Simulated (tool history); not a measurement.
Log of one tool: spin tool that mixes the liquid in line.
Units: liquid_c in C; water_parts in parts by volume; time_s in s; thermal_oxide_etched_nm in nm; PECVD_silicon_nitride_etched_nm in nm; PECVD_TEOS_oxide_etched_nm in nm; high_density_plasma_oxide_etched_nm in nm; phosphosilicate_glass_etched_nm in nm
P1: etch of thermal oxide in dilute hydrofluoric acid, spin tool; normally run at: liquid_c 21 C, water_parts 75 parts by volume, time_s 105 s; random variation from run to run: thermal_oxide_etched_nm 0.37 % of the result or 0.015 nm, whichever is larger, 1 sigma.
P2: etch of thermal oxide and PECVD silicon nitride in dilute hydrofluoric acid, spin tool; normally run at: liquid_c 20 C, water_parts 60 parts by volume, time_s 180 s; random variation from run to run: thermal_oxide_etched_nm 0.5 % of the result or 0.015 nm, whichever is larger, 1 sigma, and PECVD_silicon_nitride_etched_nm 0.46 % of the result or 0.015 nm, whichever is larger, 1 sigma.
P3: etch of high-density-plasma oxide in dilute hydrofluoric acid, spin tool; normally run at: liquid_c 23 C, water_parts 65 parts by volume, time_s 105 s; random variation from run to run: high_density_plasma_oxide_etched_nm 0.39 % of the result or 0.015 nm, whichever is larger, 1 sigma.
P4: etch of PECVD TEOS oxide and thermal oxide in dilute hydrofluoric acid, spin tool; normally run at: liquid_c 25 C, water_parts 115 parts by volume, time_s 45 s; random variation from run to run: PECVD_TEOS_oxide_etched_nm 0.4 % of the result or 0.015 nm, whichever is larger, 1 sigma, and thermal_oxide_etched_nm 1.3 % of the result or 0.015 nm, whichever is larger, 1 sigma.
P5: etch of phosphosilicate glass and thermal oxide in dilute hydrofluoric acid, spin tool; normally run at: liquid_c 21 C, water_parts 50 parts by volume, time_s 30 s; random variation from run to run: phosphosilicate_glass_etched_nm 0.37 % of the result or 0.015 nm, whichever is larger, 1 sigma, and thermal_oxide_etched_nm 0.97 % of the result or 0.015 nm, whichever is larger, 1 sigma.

run,hour,process,liquid_c,water_parts,time_s,thermal_oxide_etched_nm,PECVD_silicon_nitride_etched_nm,PECVD_TEOS_oxide_etched_nm,high_density_plasma_oxide_etched_nm,phosphosilicate_glass_etched_nm
1,5.2,P1,21,75,105,5.9414,,,,
2,9.7,P1,21,75,105,5.9638,,,,
3,12.4,P1,21,75,105,5.9385,,,,
4,18.3,P2,20,60,320,21.869,10.127,,,
5,22.5,P4,18,115,45,1.3513,,7.2699,,
6,25.5,P1,17,75,175,8.3912,,,,
7,30,P1,21,75,105,5.9758,,,,
8,33.7,P3,28.5,65,105,,,,10.263,
9,39.5,P5,21,20,30,6.6604,,,,114.24
10,44.5,P1,21,75,210,11.845,,,,
11,48.1,P1,21,75,30,1.7038,,,,
12,51.9,P4,25,60,45,3.6314,,19.75,,
13,56.1,P3,23,65,195,,,,15.267,
14,60.8,P1,21,20,105,23.792,,,,
15,63.8,P1,21,25,200,36.046,,,,
16,66.7,P2,17,60,180,10.812,4.5646,,,
17,70.5,P2,20,60,180,12.238,5.6819,,,
18,75.4,P4,25,115,45,1.7821,,9.619,,
19,81.4,P5,17,50,30,2.1756,,,,37.378
20,85.3,P1,17,75,105,5.0144,,,,
21,88.7,P1,21,130,105,3.1866,,,,
22,94.6,P5,21,50,15,1.2856,,,,21.931
23,99.1,P5,21,50,30,2.5469,,,,44.169
24,102.9,P1,21,75,105,5.9723,,,,
25,106.3,P3,23,65,105,,,,8.2553,
26,112.1,P4,25,115,25,0.98443,,5.3325,,
27,117.1,P4,25,115,45,1.7706,,9.5807,,
# hour 120.4: hydrofluoric acid flow meter replaced
28,121,P1,21,75,105,5.9135,,,,
29,126.1,P2,20,20,180,38.142,16.264,,,
30,131.5,P2,20,60,180,12.232,5.633,,,
31,135.4,P3,23,20,105,,,,28.454,
32,140.1,P1,25.5,75,105,7.125,,,,
33,143.5,P1,21,75,105,5.9521,,,,
34,148.9,P1,21,75,105,5.9896,,,,
35,154.1,P1,21,75,105,6.158,,,,
36,159.4,P1,21,75,105,6.2497,,,,
37,165.3,P1,21,75,105,6.3887,,,,
38,168.2,P1,21,75,105,6.4224,,,,
39,171,P1,21,75,105,6.4288,,,,
40,174.5,P1,21,75,105,6.4813,,,,
41,180,P1,21,75,105,6.5175,,,,
42,186.1,P1,21,75,105,6.5262,,,,
43,189.6,P1,21,75,105,6.4724,,,,
44,193.9,P1,21,75,105,6.4791,,,,

What P1 gives has crept away from where it was. These 2 causes fit the log equally well, each at the size given:
A: hydrofluoric acid flow above the setpoint (%) = 8.78
B: liquid hotter than its thermometer reads (K) = 2.23
The creep began at about hour 148.9.

4 check runs are offered, one wafer each, their results left as question marks. Which one tells the causes apart?
check 1,198.2,P5,17,50,30,?,,,,?
check 2,198.2,P2,20,20,180,?,?,,,
check 3,198.2,P4,18.5,115,25,?,,?,,
check 4,198.2,P3,23,45,105,,,,?,

What each check would give under each cause:
check,result,if A,if B
check 1,thermal_oxide_etched_nm,2.3733,2.3908
check 1,phosphosilicate_glass_etched_nm,40.682,40.983
check 2,thermal_oxide_etched_nm,42.034,42.467
check 2,PECVD_silicon_nitride_etched_nm,17.739,19.149
check 3,thermal_oxide_etched_nm,0.83475,0.8323
check 3,PECVD_TEOS_oxide_etched_nm,4.5142,4.501
check 4,high_density_plasma_oxide_etched_nm,13.304,13.347
How far apart the two closest causes lie, in the result that separates them most: check 1 0.74 %; check 2 7.65 %; check 3 0.29 %; check 4 0.32 %
Only check 2 tells the causes apart: in the others they would give nearly the same result.

Then check 2 was run and gave: thermal_oxide_etched_nm 42.338 nm; PECVD_silicon_nitride_etched_nm 17.802 nm. Which cause is it?

It is A: hydrofluoric acid flow above the setpoint (%).
